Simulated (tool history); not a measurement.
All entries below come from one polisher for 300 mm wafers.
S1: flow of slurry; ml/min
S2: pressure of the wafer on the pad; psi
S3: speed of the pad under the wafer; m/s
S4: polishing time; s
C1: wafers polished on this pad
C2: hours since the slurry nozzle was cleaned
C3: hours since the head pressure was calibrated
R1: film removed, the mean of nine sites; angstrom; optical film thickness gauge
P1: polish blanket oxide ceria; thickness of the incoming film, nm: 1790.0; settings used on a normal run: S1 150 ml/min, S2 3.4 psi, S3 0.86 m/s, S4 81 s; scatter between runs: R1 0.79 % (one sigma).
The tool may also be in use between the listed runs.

Run 1, day 0.4: S1 150 ml/min, S2 3.4 psi, S3 0.86 m/s, S4 81 s; C1 231; C2 562.9; C3 191.1. Result: R1 2779.3 angstrom.
Run 2, day 1.038: S1 150 ml/min, S2 3.4 psi, S3 0.86 m/s, S4 81 s; C1 353; C2 578.2; C3 206.4. Result: R1 2772.6 angstrom.
Run 3, day 1.662: S1 150 ml/min, S2 3.4 psi, S3 1.26 m/s, S4 81 s; C1 474; C2 593.2; C3 221.4. Result: R1 4041.5 angstrom.
Run 4, day 2.108: S1 150 ml/min, S2 3.4 psi, S3 0.86 m/s, S4 44 s; C1 559; C2 603.9; C3 232.1. Result: R1 1527.1 angstrom.
Run 5, day 2.688: S1 150 ml/min, S2 3.4 psi, S3 0.86 m/s, S4 81 s; C1 671; C2 617.8; C3 246. Result: R1 2784.3 angstrom.
At day 2.742: worn pad replaced by a new one.
Run 6, day 3.242: S1 150 ml/min, S2 2 psi, S3 0.86 m/s, S4 81 s; C1 96; C2 631.1; C3 259.3. Result: R1 1633.8 angstrom.
Run 7, day 3.792: S1 150 ml/min, S2 3.4 psi, S3 0.86 m/s, S4 114 s; C1 202; C2 644.3; C3 272.5. Result: R1 3879.7 angstrom.
Run 8, day 4.338: S1 195 ml/min, S2 3.4 psi, S3 0.86 m/s, S4 81 s; C1 307; C2 657.4; C3 285.6. Result: R1 2884.5 angstrom.
Run 9, day 4.7: S1 150 ml/min, S2 3.4 psi, S3 1.18 m/s, S4 102 s; C1 376; C2 666.1; C3 294.3. Result: R1 4805.1 angstrom.
Run 10, day 5.133: S1 150 ml/min, S2 3.4 psi, S3 0.86 m/s, S4 81 s; C1 460; C2 676.5; C3 304.7. Result: R1 2801.2 angstrom.
Run 11, day 5.854: S1 100 ml/min, S2 3.4 psi, S3 0.86 m/s, S4 120 s; C1 598; C2 693.8; C3 322. Result: R1 3818.3 angstrom.
Run 12, day 6.342: S1 150 ml/min, S2 3.4 psi, S3 0.86 m/s, S4 81 s; C1 692; C2 705.5; C3 333.7. Result: R1 2796.5 angstrom.
Run 13, day 6.892: S1 150 ml/min, S2 5.3 psi, S3 0.86 m/s, S4 81 s; C1 798; C2 718.7; C3 346.9. Result: R1 4370.2 angstrom.
Run 14, day 7.333: S1 150 ml/min, S2 3.4 psi, S3 0.4 m/s, S4 81 s; C1 883; C2 729.3; C3 357.5. Result: R1 1301.7 angstrom.
Run 15, day 7.675: S1 100 ml/min, S2 3.4 psi, S3 0.86 m/s, S4 81 s; C1 948; C2 737.5; C3 365.7. Result: R1 2596 angstrom.
Run 16, day 8.071: S1 150 ml/min, S2 3.4 psi, S3 0.86 m/s, S4 81 s; C1 1025; C2 747; C3 375.2. Result: R1 2810.5 angstrom.

The next listed run, before its measurement:
Run 17, day 8.579: S1 150 ml/min, S2 3.4 psi, S3 0.86 m/s, S4 81 s; C1 1122; C2 759.2; C3 387.4. Result: R1 ?.

R1: 2745.6 angstrom
